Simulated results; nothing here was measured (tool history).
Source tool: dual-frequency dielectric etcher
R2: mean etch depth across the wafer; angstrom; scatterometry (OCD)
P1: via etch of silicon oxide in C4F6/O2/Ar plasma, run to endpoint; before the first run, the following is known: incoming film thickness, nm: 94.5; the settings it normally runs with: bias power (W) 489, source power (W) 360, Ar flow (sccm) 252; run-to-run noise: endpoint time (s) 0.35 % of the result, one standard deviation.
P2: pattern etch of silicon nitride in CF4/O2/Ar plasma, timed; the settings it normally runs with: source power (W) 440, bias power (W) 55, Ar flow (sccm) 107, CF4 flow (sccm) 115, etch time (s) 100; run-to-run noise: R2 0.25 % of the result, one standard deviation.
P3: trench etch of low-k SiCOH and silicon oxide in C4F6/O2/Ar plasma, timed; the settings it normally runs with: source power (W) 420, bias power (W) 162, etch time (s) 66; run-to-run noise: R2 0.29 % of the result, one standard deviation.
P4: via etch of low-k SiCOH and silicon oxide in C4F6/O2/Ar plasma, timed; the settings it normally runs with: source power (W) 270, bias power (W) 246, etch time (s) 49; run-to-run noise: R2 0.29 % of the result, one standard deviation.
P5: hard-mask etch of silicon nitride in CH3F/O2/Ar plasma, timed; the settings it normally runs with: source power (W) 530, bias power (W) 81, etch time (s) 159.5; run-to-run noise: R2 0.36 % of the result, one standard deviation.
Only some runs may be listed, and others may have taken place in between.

{"run": 1, "hour": 6.8, "process that ran": "P1", "bias power (W)": 489, "source power (W)": 360, "Ar flow (sccm)": 252, "endpoint time (s)": 20.638}
{"run": 2, "hour": 11.2, "process that ran": "P1", "bias power (W)": 489, "source power (W)": 360, "Ar flow (sccm)": 252, "endpoint time (s)": 20.7}
{"run": 3, "hour": 16.9, "process that ran": "P3", "bias power (W)": 162, "source power (W)": 420, "etch time (s)": 42, "R2": 1348.3}
{"run": 4, "hour": 22.4, "process that ran": "P1", "bias power (W)": 489, "source power (W)": 360, "Ar flow (sccm)": 252, "endpoint time (s)": 20.691}
{"run": 5, "hour": 28.6, "process that ran": "P4", "bias power (W)": 152, "source power (W)": 270, "etch time (s)": 49, "R2": 1019.6}
{"run": 6, "hour": 36.2, "process that ran": "P2", "bias power (W)": 55, "source power (W)": 440, "Ar flow (sccm)": 107, "etch time (s)": 55, "CF4 flow (sccm)": 115, "R2": 968.64}
{"run": 7, "hour": 40.1, "process that ran": "P1", "bias power (W)": 489, "source power (W)": 360, "Ar flow (sccm)": 252, "endpoint time (s)": 20.778}
{"hour": 40.5, "done": "bias power generator calibrated"}
{"run": 8, "hour": 46.5, "process that ran": "P3", "bias power (W)": 162, "source power (W)": 420, "etch time (s)": 66, "R2": 2121.8}
{"run": 9, "hour": 51.4, "process that ran": "P1", "bias power (W)": 489, "source power (W)": 360, "Ar flow (sccm)": 308, "endpoint time (s)": 21.041}
{"run": 10, "hour": 57.9, "process that ran": "P1", "bias power (W)": 489, "source power (W)": 360, "Ar flow (sccm)": 147, "endpoint time (s)": 19.35}
{"run": 11, "hour": 61.3, "process that ran": "P5", "bias power (W)": 100, "source power (W)": 530, "etch time (s)": 159.5, "R2": 1339}
{"run": 12, "hour": 66.8, "process that ran": "P1", "bias power (W)": 489, "source power (W)": 260, "Ar flow (sccm)": 252, "endpoint time (s)": 23.313}
{"run": 13, "hour": 73.1, "process that ran": "P3", "bias power (W)": 223, "source power (W)": 420, "etch time (s)": 66, "R2": 2349.4}
{"run": 14, "hour": 77.2, "process that ran": "P2", "bias power (W)": 67, "source power (W)": 440, "Ar flow (sccm)": 107, "etch time (s)": 100, "CF4 flow (sccm)": 115, "R2": 1901.5}
{"run": 15, "hour": 84.2, "process that ran": "P5", "bias power (W)": 81, "source power (W)": 330, "etch time (s)": 159.5, "R2": 1036.8}
{"run": 16, "hour": 88.3, "process that ran": "P1", "bias power (W)": 489, "source power (W)": 360, "Ar flow (sccm)": 252, "endpoint time (s)": 20.599}
{"run": 17, "hour": 94.0, "process that ran": "P2", "bias power (W)": 55, "source power (W)": 270, "Ar flow (sccm)": 107, "etch time (s)": 100, "CF4 flow (sccm)": 115, "R2": 1150.5}
{"run": 18, "hour": 100.7, "process that ran": "P4", "bias power (W)": 246, "source power (W)": 270, "etch time (s)": 64, "R2": 1564.7}
{"run": 19, "hour": 106.5, "process that ran": "P4", "bias power (W)": 246, "source power (W)": 270, "etch time (s)": 49, "R2": 1191.3}
{"run": 20, "hour": 110.9, "process that ran": "P2", "bias power (W)": 55, "source power (W)": 440, "Ar flow (sccm)": 107, "etch time (s)": 100, "CF4 flow (sccm)": 68, "R2": 1643.9}
{"run": 21, "hour": 117.8, "process that ran": "P1", "bias power (W)": 370, "source power (W)": 360, "Ar flow (sccm)": 320, "endpoint time (s)": 23.54}
{"run": 22, "hour": 121.6, "process that ran": "P1", "bias power (W)": 489, "source power (W)": 430, "Ar flow (sccm)": 252, "endpoint time (s)": 19.23}
{"run": 23, "hour": 129.2, "process that ran": "P2", "bias power (W)": 55, "source power (W)": 440, "Ar flow (sccm)": 107, "etch time (s)": 100, "CF4 flow (sccm)": 115, "R2": 1757.7}
{"run": 24, "hour": 133.5, "process that ran": "P1", "bias power (W)": 634, "source power (W)": 360, "Ar flow (sccm)": 252, "endpoint time (s)": 18.731}
{"run": 25, "hour": 139.6, "process that ran": "P3", "bias power (W)": 162, "source power (W)": 580, "etch time (s)": 66, "R2": 2404.5}
{"run": 26, "hour": 146.7, "process that ran": "P2", "bias power (W)": 55, "source power (W)": 440, "Ar flow (sccm)": 151, "etch time (s)": 100, "CF4 flow (sccm)": 115, "R2": 1684.5}
{"run": 27, "hour": 150.1, "process that ran": "P5", "bias power (W)": 81, "source power (W)": 530, "etch time (s)": 159.5, "R2": 1246.4}
{"run": 28, "hour": 156.7, "process that ran": "P4", "bias power (W)": 246, "source power (W)": 270, "etch time (s)": 49, "R2": 1199.7}
{"run": 29, "hour": 160.8, "process that ran": "P4", "bias power (W)": 246, "source power (W)": 160, "etch time (s)": 49, "R2": 984.62}
{"run": 30, "hour": 166.3, "process that ran": "P1", "bias power (W)": 295, "source power (W)": 360, "Ar flow (sccm)": 252, "endpoint time (s)": 24.785}
{"run": 31, "hour": 170.0, "process that ran": "P1", "bias power (W)": 489, "source power (W)": 360, "Ar flow (sccm)": 252, "endpoint time (s)": 20.642}
{"run": 32, "hour": 177.8, "process that ran": "P3", "bias power (W)": 162, "source power (W)": 420, "etch time (s)": 66, "R2": 2120.1}
{"run": 33, "hour": 185.5, "process that ran": "P5", "bias power (W)": 81, "source power (W)": 530, "etch time (s)": 221, "R2": 1717.6}
{"run": 34, "hour": 190.9, "process that ran": "P1", "bias power (W)": 489, "source power (W)": 360, "Ar flow (sccm)": 252, "endpoint time (s)": 20.621}
{"run": 35, "hour": 198.4, "process that ran": "P1", "bias power (W)": 489, "source power (W)": 360, "Ar flow (sccm)": 252, "endpoint time (s)": 20.522}
{"run": 36, "hour": 203.7, "process that ran": "P1", "bias power (W)": 489, "source power (W)": 360, "Ar flow (sccm)": 252, "endpoint time (s)": 20.446}
{"run": 37, "hour": 211.2, "process that ran": "P1", "bias power (W)": 489, "source power (W)": 360, "Ar flow (sccm)": 252, "endpoint time (s)": 20.494}
{"run": 38, "hour": 216.8, "process that ran": "P1", "bias power (W)": 489, "source power (W)": 360, "Ar flow (sccm)": 252, "endpoint time (s)": 20.46}
{"run": 39, "hour": 221.5, "process that ran": "P1", "bias power (W)": 489, "source power (W)": 360, "Ar flow (sccm)": 252, "endpoint time (s)": 20.397}
{"hour": 223.5, "done": "Ar flow controller replaced"}
{"run": 40, "hour": 229.3, "process that ran": "P1", "bias power (W)": 489, "source power (W)": 360, "Ar flow (sccm)": 252, "endpoint time (s)": 20.234}
{"run": 41, "hour": 235.6, "process that ran": "P1", "bias power (W)": 489, "source power (W)": 360, "Ar flow (sccm)": 252, "endpoint time (s)": 20.368}
{"hour": 241.3, "done": "wet clean of the chamber"}
{"run": 42, "hour": 243.0, "process that ran": "P1", "bias power (W)": 489, "source power (W)": 360, "Ar flow (sccm)": 252, "endpoint time (s)": 20.333}
{"run": 43, "hour": 250.9, "process that ran": "P1", "bias power (W)": 489, "source power (W)": 360, "Ar flow (sccm)": 252, "endpoint time (s)": 20.247}
{"run": 44, "hour": 257.6, "process that ran": "P1", "bias power (W)": 489, "source power (W)": 360, "Ar flow (sccm)": 252, "endpoint time (s)": 20.385}
{"run": 45, "hour": 261.9, "process that ran": "P1", "bias power (W)": 489, "source power (W)": 360, "Ar flow (sccm)": 252, "endpoint time (s)": 20.253}

P1 no longer gives what it gave before; its output has crept away from where it was. The following 2 causes, each at its listed size, fit the log equally well:
A: bias power that arrives over what is set, % = 4.8
B: source power that arrives over what is set, % = 4.89
The drift started at roughly hour 190.9.
Other possible causes, and why each is ruled out:
chamber walls in a state that raises the etch rate, %: its service at hour 241.3 followed the start of the drift and did not put the process back to its old value
Ar flow that arrives under what is set, %: its service at hour 223.5 followed the start of the drift and did not put the process back to its old value

The check runs listed below each take one wafer, and their results are still question marks. Under which run would the listed causes lead to clearly different results?
{"run": "check 1", "hour": 266.2, "process that ran": "P4", "bias power (W)": 246, "source power (W)": 270, "etch time (s)": 49, "R2": "?"}
{"run": "check 2", "hour": 266.2, "process that ran": "P5", "bias power (W)": 81, "source power (W)": 530, "etch time (s)": 159.5, "R2": "?"}
{"run": "check 3", "hour": 266.2, "process that ran": "P3", "bias power (W)": 162, "source power (W)": 420, "etch time (s)": 66, "R2": "?"}
{"run": "check 4", "hour": 266.2, "process that ran": "P2", "bias power (W)": 55, "source power (W)": 440, "Ar flow (sccm)": 107, "etch time (s)": 100, "CF4 flow (sccm)": 115, "R2": "?"}

Check results expected under each cause:
check=check_1 result=R2 if_A=1216 if_B=1218.3
check=check_2 result=R2 if_A=1261.2 if_B=1263.5
check=check_3 result=R2 if_A=2152.4 if_B=2161.6
check=check_4 result=R2 if_A=1790.6 if_B=1833.3
Per check, the gap between the least separated pair of causes, taken in the result that splits them most: check 1 0.19 %; check 2 0.19 %; check 3 0.43 %; check 4 2.36 %
Only in check 4 would the causes give clearly different results; in the remaining checks their results would be nearly the same.

Then check 4 was run and gave: R2 1837.2 angstrom. Which cause is it?

It is B: source power that arrives over what is set, %.
